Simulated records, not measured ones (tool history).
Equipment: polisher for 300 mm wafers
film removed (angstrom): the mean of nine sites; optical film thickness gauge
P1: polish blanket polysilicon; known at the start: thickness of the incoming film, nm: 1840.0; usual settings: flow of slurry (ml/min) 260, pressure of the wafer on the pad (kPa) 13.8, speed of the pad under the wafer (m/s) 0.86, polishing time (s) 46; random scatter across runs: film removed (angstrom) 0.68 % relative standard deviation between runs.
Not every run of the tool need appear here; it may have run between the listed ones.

| run | hour | flow of slurry (ml/min) | pressure of the wafer on the pad (kPa) | speed of the pad under the wafer (m/s) | polishing time (s) | film removed (angstrom) |
|---|---|---|---|---|---|---|
| 1 | 8.4 | 260 | 13.8 | 0.86 | 46 | 2274.9 |
| 2 | 12.5 | 260 | 13.8 | 0.86 | 46 | 2275 |
| 3 | 19.3 | 260 | 13.8 | 0.38 | 46 | 991.13 |
| 4 | 23 | 155 | 13.8 | 0.86 | 46 | 2080.2 |
| 5 | 29.5 | 155 | 13.8 | 0.86 | 56 | 2577.3 |
| 6 | 35.1 | 260 | 13.8 | 0.86 | 46 | 2241.4 |
| 7 | 43 | 260 | 7.6 | 0.86 | 46 | 1243.4 |
| 8 | 50.9 | 260 | 13.8 | 0.86 | 46 | 2265.7 |
| 9 | 57.4 | 260 | 13.8 | 0.86 | 46 | 2252 |
| 10 | 64.4 | 260 | 13.8 | 1.24 | 46 | 3226 |
|  | 70.7 | head pressure recalibrated |
| 11 | 71.5 | 260 | 21.4 | 0.86 | 46 | 3500.9 |
| 12 | 76 | 260 | 13.8 | 0.86 | 73 | 3557.1 |
| 13 | 83.5 | 260 | 13.8 | 0.86 | 46 | 2247.6 |
| 14 | 87.4 | 260 | 13.8 | 0.86 | 23 | 1127 |
| 15 | 92.4 | 260 | 13.8 | 0.86 | 46 | 2288.5 |
| 16 | 99.3 | 370 | 13.8 | 0.86 | 46 | 2320.8 |
| 17 | 106.1 | 260 | 13.8 | 0.86 | 46 | 2253.7 |
| 18 | 113.9 | 260 | 13.8 | 0.86 | 46 | 2193.8 |
| 19 | 120.8 | 260 | 13.8 | 0.86 | 46 | 2157.3 |
| 20 | 127.1 | 260 | 13.8 | 0.86 | 46 | 2133.7 |
| 21 | 131.1 | 260 | 13.8 | 0.86 | 46 | 2114.6 |
|  | 134.9 | head pressure recalibrated |
| 22 | 136.8 | 260 | 13.8 | 0.86 | 46 | 2151.6 |
| 23 | 145 | 260 | 13.8 | 0.86 | 46 | 2085.9 |
| 24 | 152.2 | 260 | 13.8 | 0.86 | 46 | 2091.1 |

What P1 gives has crept off from where it sat before. The 2 causes that follow fit the log equally well, each at the size noted:
A: slurry flow missing at the pad, % = 38.4
B: removal rate lost through wear of the pad, % = 6.15
Onset of the creep was near hour 106.1.
The rest of the possible causes, and what rules out each one:
head's pressure below its setpoint, %: work on it at hour 134.9, done after the drift set in, did not restore what the process gave before

Consider the 4 check runs below, whose results appear as question marks and each of which averages 2 wafers. Which one distinguishes the causes, in that each cause would give it a clearly different result?
| check 1 | 159.4 | 260 | 13.8 | 0.42 | 28 | ? |
| check 2 | 159.4 | 155 | 13.8 | 0.86 | 60 | ? |
| check 3 | 159.4 | 260 | 8.3 | 0.86 | 30 | ? |
| check 4 | 159.4 | 260 | 20 | 0.86 | 46 | ? |

How each check would come out, cause by cause:
| check | result | if A | if B |
|---|---|---|---|
| check 1 | film removed (angstrom) | 627.84 | 627.82 |
| check 2 | film removed (angstrom) | 2473.9 | 2571.4 |
| check 3 | film removed (angstrom) | 826.44 | 826.41 |
| check 4 | film removed (angstrom) | 3062.4 | 3062.3 |
Distance between the nearest two causes, measured in the result of the check that separates them most: check 1 0 %; check 2 3.87 %; check 3 0 %; check 4 0 %
Only check 2 tells the causes apart: in the others they would give nearly the same result.

Check 2 was carried out, with these results: film removed (angstrom) 2468.5. Which of the listed causes is responsible?

It was cause A: slurry flow missing at the pad, %.
